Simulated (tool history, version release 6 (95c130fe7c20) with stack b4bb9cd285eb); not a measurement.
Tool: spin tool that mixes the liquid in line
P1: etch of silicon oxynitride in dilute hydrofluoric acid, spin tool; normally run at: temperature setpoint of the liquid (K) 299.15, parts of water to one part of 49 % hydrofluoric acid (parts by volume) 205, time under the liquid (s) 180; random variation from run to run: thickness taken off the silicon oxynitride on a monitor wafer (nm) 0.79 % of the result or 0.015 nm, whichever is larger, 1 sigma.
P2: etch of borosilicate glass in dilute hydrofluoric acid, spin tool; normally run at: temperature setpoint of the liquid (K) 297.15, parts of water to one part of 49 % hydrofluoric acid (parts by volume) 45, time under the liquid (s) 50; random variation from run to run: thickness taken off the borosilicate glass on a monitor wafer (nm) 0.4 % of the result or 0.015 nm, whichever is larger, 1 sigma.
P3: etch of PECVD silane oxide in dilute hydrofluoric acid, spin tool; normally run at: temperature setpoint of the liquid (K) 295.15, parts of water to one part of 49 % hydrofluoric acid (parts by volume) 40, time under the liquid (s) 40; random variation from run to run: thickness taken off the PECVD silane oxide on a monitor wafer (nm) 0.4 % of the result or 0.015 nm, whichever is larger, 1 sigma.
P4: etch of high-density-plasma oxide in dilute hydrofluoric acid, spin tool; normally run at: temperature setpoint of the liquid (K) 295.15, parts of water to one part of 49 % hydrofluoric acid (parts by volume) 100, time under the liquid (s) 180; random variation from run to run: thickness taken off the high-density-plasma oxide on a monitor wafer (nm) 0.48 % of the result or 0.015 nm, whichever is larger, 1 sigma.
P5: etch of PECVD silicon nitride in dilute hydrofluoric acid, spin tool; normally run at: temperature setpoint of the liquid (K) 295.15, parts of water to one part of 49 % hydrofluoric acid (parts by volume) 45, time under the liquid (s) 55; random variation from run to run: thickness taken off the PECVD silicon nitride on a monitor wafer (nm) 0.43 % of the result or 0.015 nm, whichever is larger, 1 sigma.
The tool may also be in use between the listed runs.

run   hour  process that ran  temperature setpoint of the liquid (K)  parts of water to one part of 49 % hydrofluoric acid (parts by volume)  time under the liquid (s)  hours since the thermometer was replaced  hours since the hydrofluoric acid flow meter was replaced  thickness taken off the silicon oxynitride on a monitor wafer (nm)  thickness taken off the high-density-plasma oxide on a monitor wafer (nm)  thickness taken off the PECVD silicon nitride on a monitor wafer (nm)  thickness taken off the borosilicate glass on a monitor wafer (nm)  thickness taken off the PECVD silane oxide on a monitor wafer (nm)
  1    7.1                P1                                  299.15                                                                     205                        180                                     938.2                                                      436.0                                                             3.47300
  2   14.2                P4                                  295.15                                                                      20                        180                                     945.3                                                      443.1                                                                                                                                        45.7860
  3   23.0                P5                                  295.15                                                                      45                         55                                     954.1                                                      451.9                                                                                                                                                                                                                6.0435
  4   29.2                P1                                  299.15                                                                     205                        180                                     960.3                                                      458.1                                                             3.44640
  5   36.4                P2                                  297.15                                                                      45                         50                                     967.5                                                      465.3                                                                                                                                                                                                                                                                                    33.507
  6   43.1                P4                                  302.65                                                                     100                        180                                     974.2                                                      472.0                                                                                                                                        11.0960
  7   51.2                P1                                  299.15                                                                     205                        180                                     982.3                                                      480.1                                                             3.44180
  8   59.9                P5                                  295.15                                                                      20                         55                                     991.0                                                      488.8                                                                                                                                                                                                               13.1790
  9   68.2                P5                                  295.15                                                                      45                         15                                     999.3                                                      497.1                                                                                                                                                                                                                1.6064
 10   74.1                P2                                  297.15                                                                      75                         50                                    1005.2                                                      503.0                                                                                                                                                                                                                                                                                    19.485
 11   79.6                P1                                  299.15                                                                     205                        180                                    1010.7                                                      508.5                                                             3.47580
 12   83.8                P1                                  299.15                                                                      45                        180                                    1014.9                                                      512.7                                                            17.97200
 13   91.2                P3                                  295.15                                                                      40                         40                                    1022.3                                                      520.1                                                                                                                                                                                                                                                                                                                                                        30.194
 14   99.6                P3                                  290.15                                                                      40                         40                                    1030.7                                                      528.5                                                                                                                                                                                                                                                                                                                                                        24.325
 15  104.3                P3                                  295.15                                                                      40                         60                                    1035.4                                                      533.2                                                                                                                                                                                                                                                                                                                                                        45.236
 16  112.1                P2                                  290.15                                                                      45                         50                                    1043.2                                                      541.0                                                                                                                                                                                                                                                                                    24.982
 17  118.9                P1                                  299.15                                                                     205                        180                                    1050.0                                                      547.8                                                             3.41070
 18  126.3                P1                                  299.15                                                                     345                         15                                    1057.4                                                      555.2                                                             0.15882
 19  131.1                P1                                  299.15                                                                     300                        180                                    1062.2                                                      560.0                                                             2.17100
 20  136.8                P2                                  297.15                                                                      45                         15                                    1067.9                                                      565.7                                                                                                                                                                                                                                                                                    10.060
 21  145.8                P5                                  295.15                                                                      45                         55                                    1076.9                                                      574.7                                                                                                                                                                                                                6.0023
 22  154.3                P1                                  299.15                                                                     205                        180                                    1085.4                                                      583.2                                                             3.44020
 23  159.5                P2                                  297.15                                                                      45                         50                                    1090.6                                                      588.4                                                                                                                                                                                                                                                                                    33.736
 24  168.8                P1                                  299.15                                                                     205                         95                                    1099.9                                                      597.7                                                             1.81540
 25  177.6                P4                                  295.15                                                                     100                        180                                    1108.7                                                      606.5                                                                                                                                         8.2734
 26  183.2                P1                                  292.15                                                                     205                        180                                    1114.3                                                      612.1                                                             2.46180
 27  188.3                P3                                  295.15                                                                      70                         40                                    1119.4                                                      617.2                                                                                                                                                                                                                                                                                                                                                        16.594
 28  194.7                P4                                  295.15                                                                     100                         90                                    1125.8                                                      623.6                                                                                                                                         4.1335
 29  199.3                P1                                  305.65                                                                     205                        180                                    1130.4                                                      628.2                                                             4.56600
 30  205.5                P5                                  303.15                                                                      45                         55                                    1136.6                                                      634.4                                                                                                                                                                                                               10.2200
 31  210.8                P1                                  299.15                                                                     205                        355                                    1141.9                                                      639.7                                                             6.68800
 32  215.3                P1                                  299.15                                                                     205                        180                                    1146.4                                                      644.2                                                             3.39360
 33  221.9                P1                                  299.15                                                                     205                        180                                    1153.0                                                      650.8                                                             3.37930
 34  228.8                P1                                  299.15                                                                     205                        180                                    1159.9                                                      657.7                                                             3.23710
 35  234.4                P1                                  299.15                                                                     205                        180                                    1165.5                                                      663.3                                                             3.23170
 36  241.4                P1                                  299.15                                                                     205                        180                                    1172.5                                                      670.3                                                             3.23100
 37  246.7                P1                                  299.15                                                                     205                        180                                    1177.8                                                      675.6                                                             3.18070
 38  253.8                P1                                  299.15                                                                     205                        180                                    1184.9                                                      682.7                                                             3.18860
 39  259.9                P1                                  299.15                                                                     205                        180                                    1191.0                                                      688.8                                                             3.22870

What P1 gives has crept away from where it was. These 2 causes fit the log equally well, each at the size given:
A: hydrofluoric acid flow below the setpoint (%) = 5.9
B: liquid colder than its thermometer reads (K) = 1.62
The creep began at about hour 215.3.

4 check runs are offered, one wafer each, their results left as question marks. Which one tells the causes apart?
check 1  266.0                P3                                  295.15                                                                      65                         40                                                                                                                                                                                                                                                                                                                                                                                                                                                                  ?
check 2  266.0                P2                                  290.65                                                                      70                         50                                                                                                                                                                                                                                                                                                                                                                                              ?
check 3  266.0                P5                                  299.65                                                                      45                         55                                                                                                                                                                                                                                                                                                                          ?
check 4  266.0                P4                                  300.65                                                                     100                        105                                                                                                                                                                                                                                                   ?

What each check would give under each cause:
  check                                                                     result    if A    if B
check 1         thickness taken off the PECVD silane oxide on a monitor wafer (nm)  16.796  16.770
check 2         thickness taken off the borosilicate glass on a monitor wafer (nm)  14.930  14.868
check 3      thickness taken off the PECVD silicon nitride on a monitor wafer (nm)  7.6623  7.2994
check 4  thickness taken off the high-density-plasma oxide on a monitor wafer (nm)  5.6065  5.6431
How far apart the two closest causes lie, in the result that separates them most: check 1 0.15 %; check 2 0.41 %; check 3 4.85 %; check 4 0.65 %
Only check 3 tells the causes apart: in the others they would give nearly the same result.

Check 3 was then run and gave: thickness taken off the PECVD silicon nitride on a monitor wafer (nm) 7.3187. Which cause is it?

It is B: liquid colder than its thermometer reads (K).
